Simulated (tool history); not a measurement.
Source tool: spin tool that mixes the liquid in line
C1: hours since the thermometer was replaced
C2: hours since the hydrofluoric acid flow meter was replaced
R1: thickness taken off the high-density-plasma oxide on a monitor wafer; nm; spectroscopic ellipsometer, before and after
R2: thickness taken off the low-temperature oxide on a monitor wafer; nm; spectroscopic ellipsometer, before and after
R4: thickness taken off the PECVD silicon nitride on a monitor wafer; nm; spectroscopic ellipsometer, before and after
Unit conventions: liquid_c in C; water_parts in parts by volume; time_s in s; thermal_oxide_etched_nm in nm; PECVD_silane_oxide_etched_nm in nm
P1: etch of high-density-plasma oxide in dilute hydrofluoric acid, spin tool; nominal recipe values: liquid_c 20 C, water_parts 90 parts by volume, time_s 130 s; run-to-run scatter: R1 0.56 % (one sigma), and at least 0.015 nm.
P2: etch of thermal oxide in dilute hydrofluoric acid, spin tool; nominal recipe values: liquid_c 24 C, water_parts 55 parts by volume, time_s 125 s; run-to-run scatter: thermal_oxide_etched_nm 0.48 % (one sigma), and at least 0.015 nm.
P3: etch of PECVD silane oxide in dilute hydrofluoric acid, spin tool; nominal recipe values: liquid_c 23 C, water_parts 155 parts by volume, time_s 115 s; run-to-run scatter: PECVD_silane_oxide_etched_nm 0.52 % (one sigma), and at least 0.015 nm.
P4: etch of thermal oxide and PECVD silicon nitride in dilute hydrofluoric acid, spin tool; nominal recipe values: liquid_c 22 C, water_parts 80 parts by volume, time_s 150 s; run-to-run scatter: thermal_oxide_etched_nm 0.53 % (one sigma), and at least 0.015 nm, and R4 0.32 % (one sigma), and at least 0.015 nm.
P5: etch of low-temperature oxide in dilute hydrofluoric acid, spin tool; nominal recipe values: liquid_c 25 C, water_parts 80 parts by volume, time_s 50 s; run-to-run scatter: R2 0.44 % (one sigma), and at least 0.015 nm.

{"run": 1, "hour": 4.2, "process": "P1", "liquid_c": 20, "water_parts": 90, "time_s": 130, "C1": 769.2, "C2": 1128.2, "R1": 6.9833}
{"run": 2, "hour": 11.3, "process": "P5", "liquid_c": 25, "water_parts": 80, "time_s": 95, "C1": 776.3, "C2": 1135.3, "R2": 15.193}
{"run": 3, "hour": 17.5, "process": "P5", "liquid_c": 21, "water_parts": 80, "time_s": 50, "C1": 782.5, "C2": 1141.5, "R2": 6.8294}
{"run": 4, "hour": 24.6, "process": "P1", "liquid_c": 20, "water_parts": 125, "time_s": 130, "C1": 789.6, "C2": 1148.6, "R1": 4.894}
{"run": 5, "hour": 30.5, "process": "P4", "liquid_c": 22, "water_parts": 80, "time_s": 290, "C1": 795.5, "C2": 1154.5, "thermal_oxide_etched_nm": 16.154, "R4": 13.047}
{"run": 6, "hour": 36.5, "process": "P2", "liquid_c": 24, "water_parts": 55, "time_s": 125, "C1": 801.5, "C2": 1160.5, "thermal_oxide_etched_nm": 11.821}
{"run": 7, "hour": 41.7, "process": "P1", "liquid_c": 20, "water_parts": 90, "time_s": 130, "C1": 806.7, "C2": 1165.7, "R1": 6.9685}
{"run": 8, "hour": 45.6, "process": "P3", "liquid_c": 23, "water_parts": 155, "time_s": 115, "C1": 810.6, "C2": 1169.6, "PECVD_silane_oxide_etched_nm": 12.999}
{"run": 9, "hour": 50.9, "process": "P5", "liquid_c": 25, "water_parts": 80, "time_s": 50, "C1": 815.9, "C2": 1174.9, "R2": 7.9299}
{"run": 10, "hour": 56.8, "process": "P1", "liquid_c": 20, "water_parts": 90, "time_s": 130, "C1": 821.8, "C2": 1180.8, "R1": 6.9044}
{"run": 11, "hour": 60.3, "process": "P2", "liquid_c": 24, "water_parts": 55, "time_s": 125, "C1": 825.3, "C2": 1184.3, "thermal_oxide_etched_nm": 11.893}
{"run": 12, "hour": 65.3, "process": "P1", "liquid_c": 20, "water_parts": 90, "time_s": 130, "C1": 830.3, "C2": 1189.3, "R1": 6.9641}
{"run": 13, "hour": 72.0, "process": "P2", "liquid_c": 29.5, "water_parts": 55, "time_s": 125, "C1": 837, "C2": 1196, "thermal_oxide_etched_nm": 14.753}
{"run": 14, "hour": 77.0, "process": "P4", "liquid_c": 22, "water_parts": 130, "time_s": 150, "C1": 842, "C2": 1201, "thermal_oxide_etched_nm": 4.8958, "R4": 4.1636}
{"run": 15, "hour": 84.1, "process": "P1", "liquid_c": 20, "water_parts": 90, "time_s": 15, "C1": 849.1, "C2": 1208.1, "R1": 0.8114}
{"run": 16, "hour": 89.6, "process": "P4", "liquid_c": 22, "water_parts": 80, "time_s": 150, "C1": 854.6, "C2": 1213.6, "thermal_oxide_etched_nm": 8.366, "R4": 6.6761}
{"run": 17, "hour": 95.1, "process": "P1", "liquid_c": 17, "water_parts": 90, "time_s": 130, "C1": 860.1, "C2": 1219.1, "R1": 6.1745}
{"run": 18, "hour": 98.5, "process": "P1", "liquid_c": 20, "water_parts": 135, "time_s": 15, "C1": 863.5, "C2": 1222.5, "R1": 0.52368}
{"run": 19, "hour": 102.9, "process": "P1", "liquid_c": 20, "water_parts": 90, "time_s": 265, "C1": 867.9, "C2": 1226.9, "R1": 14.119}
{"run": 20, "hour": 108.1, "process": "P4", "liquid_c": 17, "water_parts": 80, "time_s": 150, "C1": 873.1, "C2": 1232.1, "thermal_oxide_etched_nm": 6.8346, "R4": 4.7459}
{"run": 21, "hour": 113.3, "process": "P1", "liquid_c": 20, "water_parts": 90, "time_s": 130, "C1": 878.3, "C2": 1237.3, "R1": 6.9539}
{"run": 22, "hour": 119.4, "process": "P3", "liquid_c": 17, "water_parts": 155, "time_s": 115, "C1": 884.4, "C2": 1243.4, "PECVD_silane_oxide_etched_nm": 10.207}
{"run": 23, "hour": 124.0, "process": "P1", "liquid_c": 20, "water_parts": 35, "time_s": 130, "C1": 889, "C2": 1248, "R1": 18.979}
{"run": 24, "hour": 128.6, "process": "P5", "liquid_c": 25, "water_parts": 130, "time_s": 50, "C1": 893.6, "C2": 1252.6, "R2": 4.5728}
{"run": 25, "hour": 134.8, "process": "P3", "liquid_c": 23, "water_parts": 70, "time_s": 115, "C1": 899.8, "C2": 1258.8, "PECVD_silane_oxide_etched_nm": 31.839}
{"run": 26, "hour": 140.3, "process": "P4", "liquid_c": 22, "water_parts": 80, "time_s": 150, "C1": 905.3, "C2": 1264.3, "thermal_oxide_etched_nm": 8.3325, "R4": 6.7657}
{"run": 27, "hour": 145.1, "process": "P3", "liquid_c": 23, "water_parts": 155, "time_s": 115, "C1": 910.1, "C2": 1269.1, "PECVD_silane_oxide_etched_nm": 13.045}
{"run": 28, "hour": 151.7, "process": "P1", "liquid_c": 20, "water_parts": 90, "time_s": 130, "C1": 916.7, "C2": 1275.7, "R1": 7.0157}
{"run": 29, "hour": 157.7, "process": "P1", "liquid_c": 24, "water_parts": 90, "time_s": 130, "C1": 922.7, "C2": 1281.7, "R1": 8.2502}
{"run": 30, "hour": 165.2, "process": "P3", "liquid_c": 23, "water_parts": 155, "time_s": 50, "C1": 930.2, "C2": 1289.2, "PECVD_silane_oxide_etched_nm": 5.6774}
{"run": 31, "hour": 170.2, "process": "P2", "liquid_c": 24, "water_parts": 85, "time_s": 125, "C1": 935.2, "C2": 1294.2, "thermal_oxide_etched_nm": 7.3447}
{"run": 32, "hour": 175.7, "process": "P2", "liquid_c": 24, "water_parts": 55, "time_s": 240, "C1": 940.7, "C2": 1299.7, "thermal_oxide_etched_nm": 22.593}
{"run": 33, "hour": 180.1, "process": "P5", "liquid_c": 25, "water_parts": 80, "time_s": 50, "C1": 945.1, "C2": 1304.1, "R2": 7.9617}
{"run": 34, "hour": 187.6, "process": "P1", "liquid_c": 20, "water_parts": 90, "time_s": 130, "C1": 952.6, "C2": 1311.6, "R1": 6.9696}
{"run": 35, "hour": 191.0, "process": "P1", "liquid_c": 20, "water_parts": 90, "time_s": 130, "C1": 956, "C2": 1315, "R1": 7.1623}
{"run": 36, "hour": 197.0, "process": "P1", "liquid_c": 20, "water_parts": 90, "time_s": 130, "C1": 962, "C2": 1321, "R1": 7.3022}
{"run": 37, "hour": 204.2, "process": "P1", "liquid_c": 20, "water_parts": 90, "time_s": 130, "C1": 969.2, "C2": 1328.2, "R1": 7.3671}
{"run": 38, "hour": 210.6, "process": "P1", "liquid_c": 20, "water_parts": 90, "time_s": 130, "C1": 975.6, "C2": 1334.6, "R1": 7.4578}
{"run": 39, "hour": 215.5, "process": "P1", "liquid_c": 20, "water_parts": 90, "time_s": 130, "C1": 980.5, "C2": 1339.5, "R1": 7.5558}
{"run": 40, "hour": 219.0, "process": "P1", "liquid_c": 20, "water_parts": 90, "time_s": 130, "C1": 984, "C2": 1343, "R1": 7.533}
{"run": 41, "hour": 224.5, "process": "P1", "liquid_c": 20, "water_parts": 90, "time_s": 130, "C1": 989.5, "C2": 1348.5, "R1": 7.5633}
{"run": 42, "hour": 228.5, "process": "P1", "liquid_c": 20, "water_parts": 90, "time_s": 130, "C1": 993.5, "C2": 1352.5, "R1": 7.5881}
{"run": 43, "hour": 232.0, "process": "P1", "liquid_c": 20, "water_parts": 90, "time_s": 130, "C1": 997, "C2": 1356, "R1": 7.497}
{"run": 44, "hour": 236.0, "process": "P1", "liquid_c": 20, "water_parts": 90, "time_s": 130, "C1": 1001, "C2": 1360, "R1": 7.5221}
{"run": 45, "hour": 242.5, "process": "P1", "liquid_c": 20, "water_parts": 90, "time_s": 130, "C1": 1007.5, "C2": 1366.5, "R1": 7.605}

Something has made what P1 gives creep away from where it was; the 2 causes below, each at its own stated size, fit the log equally well:
A: liquid hotter than its thermometer reads (K) = 2.03
B: hydrofluoric acid flow above the setpoint (%) = 7.83
The process output started creeping at around hour 187.6.

4 check runs are offered, one wafer each, their results left as question marks. Which one tells the causes apart?
{"run": "check 1", "hour": 249.0, "process": "P2", "liquid_c": 29, "water_parts": 55, "time_s": 230, "thermal_oxide_etched_nm": "?"}
{"run": "check 2", "hour": 249.0, "process": "P3", "liquid_c": 17, "water_parts": 80, "time_s": 115, "PECVD_silane_oxide_etched_nm": "?"}
{"run": "check 3", "hour": 249.0, "process": "P5", "liquid_c": 25, "water_parts": 120, "time_s": 80, "R2": "?"}
{"run": "check 4", "hour": 249.0, "process": "P4", "liquid_c": 22, "water_parts": 105, "time_s": 225, "thermal_oxide_etched_nm": "?", "R4": "?"}

Expected result of each check under each candidate cause:
check=check_1 result=thermal_oxide_etched_nm if_A=28.82 if_B=28.877
check=check_2 result=PECVD_silane_oxide_etched_nm if_A=23.335 if_B=23.236
check=check_3 result=R2 if_A=8.7374 if_B=8.8102
check=check_4 result=thermal_oxide_etched_nm if_A=10.1 if_B=10.135
check=check_4 result=R4 if_A=8.8276 if_B=8.3084
Smallest distance between any two causes, each pair judged by its most separating result, in per cent: check 1 0.2 %; check 2 0.43 %; check 3 0.83 %; check 4 6.06 %
Only check 4 tells the causes apart: in the others they would give nearly the same result.

The results of check 4 are: thermal_oxide_etched_nm 10.074 nm; R4 8.3501 nm. Based on these, which of the listed causes is it?

It is B: hydrofluoric acid flow above the setpoint (%).
